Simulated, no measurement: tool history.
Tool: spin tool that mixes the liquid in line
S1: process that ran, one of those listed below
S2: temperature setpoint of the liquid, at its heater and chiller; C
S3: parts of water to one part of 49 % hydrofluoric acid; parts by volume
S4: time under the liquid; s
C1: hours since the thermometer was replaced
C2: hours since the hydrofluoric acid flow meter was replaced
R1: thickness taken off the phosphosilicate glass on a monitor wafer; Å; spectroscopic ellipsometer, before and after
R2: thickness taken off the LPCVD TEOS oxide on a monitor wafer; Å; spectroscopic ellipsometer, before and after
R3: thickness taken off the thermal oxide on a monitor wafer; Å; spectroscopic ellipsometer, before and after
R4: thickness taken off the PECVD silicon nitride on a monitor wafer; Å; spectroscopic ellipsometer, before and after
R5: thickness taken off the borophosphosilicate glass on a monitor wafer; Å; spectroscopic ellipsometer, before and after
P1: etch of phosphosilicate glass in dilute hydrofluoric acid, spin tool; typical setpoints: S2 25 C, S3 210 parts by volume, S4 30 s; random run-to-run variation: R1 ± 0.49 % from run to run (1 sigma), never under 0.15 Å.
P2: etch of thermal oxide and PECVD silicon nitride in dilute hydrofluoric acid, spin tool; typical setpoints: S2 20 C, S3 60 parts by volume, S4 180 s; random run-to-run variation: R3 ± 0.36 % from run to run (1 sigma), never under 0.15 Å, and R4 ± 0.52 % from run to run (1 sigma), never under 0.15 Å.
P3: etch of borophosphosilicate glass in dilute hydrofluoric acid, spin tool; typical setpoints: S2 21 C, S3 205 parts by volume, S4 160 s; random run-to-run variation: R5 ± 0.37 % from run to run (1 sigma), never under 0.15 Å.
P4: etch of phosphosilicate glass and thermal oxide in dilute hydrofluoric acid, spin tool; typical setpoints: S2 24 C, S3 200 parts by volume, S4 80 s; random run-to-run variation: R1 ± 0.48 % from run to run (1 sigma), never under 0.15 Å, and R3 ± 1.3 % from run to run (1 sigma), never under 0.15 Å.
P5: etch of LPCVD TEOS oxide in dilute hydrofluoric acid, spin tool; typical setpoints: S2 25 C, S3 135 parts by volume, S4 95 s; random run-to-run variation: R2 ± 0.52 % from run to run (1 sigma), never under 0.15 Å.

run 1 hour=5.5 | S1=P1 S2=25 S3=210 S4=30 | C1=1797.9 C2=427.6 | R1=206.39
run 2 hour=13.5 | S1=P1 S2=20.5 S3=210 S4=30 | C1=1805.9 C2=435.6 | R1=174.63
run 3 hour=18.3 | S1=P5 S2=25 S3=135 S4=150 | C1=1810.7 C2=440.4 | R2=277.3
run 4 hour=25.9 | S1=P2 S2=20 S3=105 S4=180 | C1=1818.3 C2=448 | R3=70.175 R4=23.884
run 5 hour=32.4 | S1=P5 S2=25 S3=190 S4=95 | C1=1824.8 C2=454.5 | R2=116.52
run 6 hour=38.7 | S1=P1 S2=25 S3=210 S4=30 | C1=1831.1 C2=460.8 | R1=206.3
run 7 hour=45.3 | S1=P4 S2=24 S3=55 S4=80 | C1=1837.7 C2=467.4 | R1=2570.3 R3=75.99
run 8 hour=51.5 | S1=P4 S2=24 S3=200 S4=80 | C1=1843.9 C2=473.6 | R1=596 R3=17.916
run 9 hour=56.4 | S1=P5 S2=33 S3=135 S4=95 | C1=1848.8 C2=478.5 | R2=235.37
run 10 hour=61.8 | S1=P2 S2=20 S3=60 S4=85 | C1=1854.2 C2=483.9 | R3=61.474 R4=19.752
run 11 hour=68.9 | S1=P1 S2=29.5 S3=210 S4=30 | C1=1861.3 C2=491 | R1=241.32
run 12 hour=76.8 | S1=P3 S2=25 S3=205 S4=160 | C1=1869.2 C2=498.9 | R5=301.77
run 13 hour=82.3 | S1=P1 S2=25 S3=210 S4=30 | C1=1874.7 C2=504.4 | R1=206.41
run 14 hour=90.3 | S1=P5 S2=25 S3=135 S4=95 | C1=1882.7 C2=512.4 | R2=175.89
run 15 hour=93.9 | S1=P1 S2=25 S3=210 S4=30 | C1=1886.3 C2=516 | R1=205.73
run 16 hour=101.2 | S1=P1 S2=25 S3=130 S4=30 | C1=1893.6 C2=523.3 | R1=363.36
run 17 hour=105.5 | S1=P5 S2=25 S3=135 S4=95 | C1=1897.9 C2=527.6 | R2=174.18
run 18 hour=113 | S1=P2 S2=20 S3=60 S4=180 | C1=1905.4 C2=535.1 | R3=129.55 R4=40.574
run 19 hour=121.1 | S1=P1 S2=25 S3=210 S4=15 | C1=1913.5 C2=543.2 | R1=101.98
run 20 hour=127.1 | S1=P1 S2=29.5 S3=350 S4=30 | C1=1919.5 C2=549.2 | R1=124.99
run 21 hour=131 | S1=P3 S2=21 S3=365 S4=160 | C1=1923.4 C2=553.1 | R5=126.04
run 22 hour=134.5 | S1=P1 S2=25 S3=210 S4=45 | C1=1926.9 C2=556.6 | R1=309.34
run 23 hour=138.8 | S1=P3 S2=21 S3=205 S4=160 | C1=1931.2 C2=560.9 | R5=258.29
run 24 hour=143.2 | S1=P3 S2=21 S3=205 S4=30 | C1=1935.6 C2=565.3 | R5=48.924
run 25 hour=149.9 | S1=P4 S2=24 S3=200 S4=30 | C1=1942.3 C2=572 | R1=224.09 R3=6.6311
run 26 hour=154.3 | S1=P1 S2=25 S3=345 S4=30 | C1=1946.7 C2=576.4 | R1=109.31
run 27 hour=157.9 | S1=P3 S2=21 S3=205 S4=160 | C1=1950.3 C2=580 | R5=259.63
run 28 hour=163.1 | S1=P1 S2=25 S3=210 S4=30 | C1=1955.5 C2=585.2 | R1=206
run 29 hour=169 | S1=P1 S2=19 S3=210 S4=55 | C1=1961.4 C2=591.1 | R1=300.32
run 30 hour=174.5 | S1=P2 S2=20 S3=60 S4=180 | C1=1966.9 C2=596.6 | R3=129.73 R4=40.902
run 31 hour=182.5 | S1=P4 S2=17.5 S3=200 S4=80 | C1=1974.9 C2=604.6 | R1=462.76 R3=13.526
run 32 hour=188.6 | S1=P2 S2=27 S3=60 S4=180 | C1=1981 C2=610.7 | R3=173.2 R4=66.433
run 33 hour=194.7 | S1=P1 S2=25 S3=210 S4=30 | C1=1987.1 C2=616.8 | R1=205.96
run 34 hour=201.7 | S1=P1 S2=25 S3=210 S4=30 | C1=1994.1 C2=623.8 | R1=199.45
run 35 hour=207.7 | S1=P1 S2=25 S3=210 S4=30 | C1=2000.1 C2=629.8 | R1=196.85
run 36 hour=211.4 | S1=P1 S2=25 S3=210 S4=30 | C1=2003.8 C2=633.5 | R1=193.59
run 37 hour=216 | S1=P1 S2=25 S3=210 S4=30 | C1=2008.4 C2=638.1 | R1=192.04
run 38 hour=222.5 | S1=P1 S2=25 S3=210 S4=30 | C1=2014.9 C2=644.6 | R1=192.23
run 39 hour=230.6 | S1=P1 S2=25 S3=210 S4=30 | C1=2023 C2=652.7 | R1=190.9
run 40 hour=235.7 | S1=P1 S2=25 S3=210 S4=30 | C1=2028.1 C2=657.8 | R1=191.14
run 41 hour=242.6 | S1=P1 S2=25 S3=210 S4=30 | C1=2035 C2=664.7 | R1=191.22

The log shows P1 creeping away from where it was. Any of the 2 causes listed here, at the size stated for it, fits the log just as well as the others:
A: liquid colder than its thermometer reads (K) = 2.13
B: hydrofluoric acid flow below the setpoint (%) = 6.14
The process output started creeping at around hour 194.7.

The check runs listed below each take one wafer, and their results are still question marks. Under which run would the listed causes lead to clearly different results?
run check 1 hour=249.5 | S1=P2 S2=20 S3=60 S4=180 | R3=? R4=?
run check 2 hour=249.5 | S1=P3 S2=21 S3=205 S4=160 | R5=?
run check 3 hour=249.5 | S1=P5 S2=25 S3=135 S4=95 | R2=?
run check 4 hour=249.5 | S1=P4 S2=24 S3=200 S4=80 | R1=? R3=?

If the cause were each of the candidates in turn, the checks would give the following:
check=check_1 result=R3 if_A=117.99 if_B=120.7
check=check_1 result=R4 if_A=35.393 if_B=38.606
check=check_2 result=R5 if_A=239.89 if_B=241.19
check=check_3 result=R2 if_A=161.82 if_B=163.21
check=check_4 result=R1 if_A=548.21 if_B=549.5
check=check_4 result=R3 if_A=16.186 if_B=16.224
Distance between the nearest two causes, measured in the result of the check that separates them most: check 1 8.69 %; check 2 0.54 %; check 3 0.85 %; check 4 0.23 %
Of the check runs offered, only check 1 discriminates between the causes; the rest would read about the same regardless of which cause applies.

Then check 1 was run and gave: R3 118.33 Å; R4 35.349 Å. Which cause is it?

The correct cause is A, namely: liquid colder than its thermometer reads (K).
